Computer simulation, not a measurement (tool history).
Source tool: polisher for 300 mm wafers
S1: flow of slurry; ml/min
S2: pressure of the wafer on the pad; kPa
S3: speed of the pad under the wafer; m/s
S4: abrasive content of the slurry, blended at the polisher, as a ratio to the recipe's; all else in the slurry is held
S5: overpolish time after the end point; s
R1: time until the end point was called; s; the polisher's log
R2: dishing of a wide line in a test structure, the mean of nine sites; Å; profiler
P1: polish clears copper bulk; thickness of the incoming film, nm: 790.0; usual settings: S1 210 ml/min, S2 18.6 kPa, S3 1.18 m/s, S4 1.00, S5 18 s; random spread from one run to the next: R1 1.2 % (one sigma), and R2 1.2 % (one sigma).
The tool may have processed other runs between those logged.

run     day   S1    S2    S3    S4  S5       R1       R2
  1   0.604  210  18.6  1.18  1.00  18   74.173   986.34
  2   0.988  210  18.6  1.18  1.00   5   73.745   373.07
  3   1.346  210  18.6  1.18  1.00  18   74.419   999.62
  4   1.662  210  11.0  1.18  1.00  18  125.500   636.23
  5   2.171  125  18.6  1.18  1.00  18   80.882   931.38
  6   2.492  210  18.6  1.18  0.55  18   82.346   937.93
  7   2.892  210  18.6  1.70  1.00  18   52.142  1194.70
  8   3.325  210  18.6  1.18  1.00  18   72.200   986.21
  9   3.850  210  18.6  1.18  1.00  18   74.773   996.44
 10   4.288  210  25.5  1.18  1.00  18   53.543  1252.10
 11   4.658  210  18.6  1.18  1.45  18   67.638  1063.60
 12   5.004  210  18.6  0.56  1.00  18  157.270   577.88
      5.104  -- head pressure recalibrated
 13   5.496  210  18.6  1.18  1.00  18   75.347   992.86
 14   6.008  210  18.6  1.18  1.00  29   73.640  1300.30
 15   6.571  295  18.6  1.18  1.00  18   71.916  1026.50
 16   7.117  210  18.6  1.18  1.00  18   73.636   972.60
 17   7.625  125  26.2  1.18  1.00  18   58.566  1239.30
 18   8.129  210  18.6  1.18  1.00  18   75.479   983.12
 19   8.592  210  18.6  1.18  1.00  18   75.889   976.51
 20   9.192  210  18.6  1.18  1.00  18   78.549   964.54
 21   9.825  210  18.6  1.18  1.00  18   79.202   954.62
      9.846  -- head pressure recalibrated
 22  10.329  210  18.6  1.18  1.00  18   78.119   962.44
     10.429  -- slurry blender recalibrated
 23  10.825  210  18.6  1.18  1.00  18   78.480   953.69
 24  11.250  210  18.6  1.18  1.00  18   79.641   947.94
 25  11.542  210  18.6  1.18  1.00  18   78.093   964.99
 26  11.983  210  18.6  1.18  1.00  18   78.120   951.57
 27  12.317  210  18.6  1.18  1.00  18   76.898   929.48
 28  12.642  210  18.6  1.18  1.00  18   81.151   933.12

Compared with where it was, what P1 gives has crept away. Each cause listed below fits the log as well as the rest, at the size given for it:
A: removal rate lost through wear of the pad, % = 6.64
B: slurry flow missing at the pad, % = 35.6
The gradual shift began around day 8.129.
Other possible causes, and why each is ruled out:
head's pressure below its setpoint, %: serviced at day 9.846, which brought nothing back
abrasive missing from the slurry, %: serviced at day 10.429, which brought nothing back

Consider the 4 check runs below, whose results appear as question marks and each of which averages 5 wafers. Which one distinguishes the causes, in that each cause would give it a clearly different result?
check 1  12.967  125  18.6  1.18  1.00  24   ?   ?
check 2  12.967  210  18.6  1.18  1.00  25   ?   ?
check 3  12.967  210  18.6  1.18  0.55  18   ?   ?
check 4  12.967  210  18.6  1.18  0.80   5   ?   ?

Check results expected under each cause:
  check  result     if A     if B
check 1      R1   86.272   89.921
check 1      R2  1071.70  1046.50
check 2      R1   79.296   79.302
check 2      R2  1147.20  1147.10
check 3      R1   89.716   89.723
check 3      R2   875.23   875.18
check 4      R1   83.126   83.133
check 4      R2   334.51   334.49
Per check, the gap between the least separated pair of causes, taken in the result that splits them most: check 1 4.14 %; check 2 0.01 %; check 3 0.01 %; check 4 0.01 %
Check 1 distinguishes between the causes, while the remaining checks would return nearly the same result for all of them.

Then check 1 was run and gave: R1 86.505 s; R2 1071.80 Å. Which cause is it?

A is the cause: removal rate lost through wear of the pad, %.
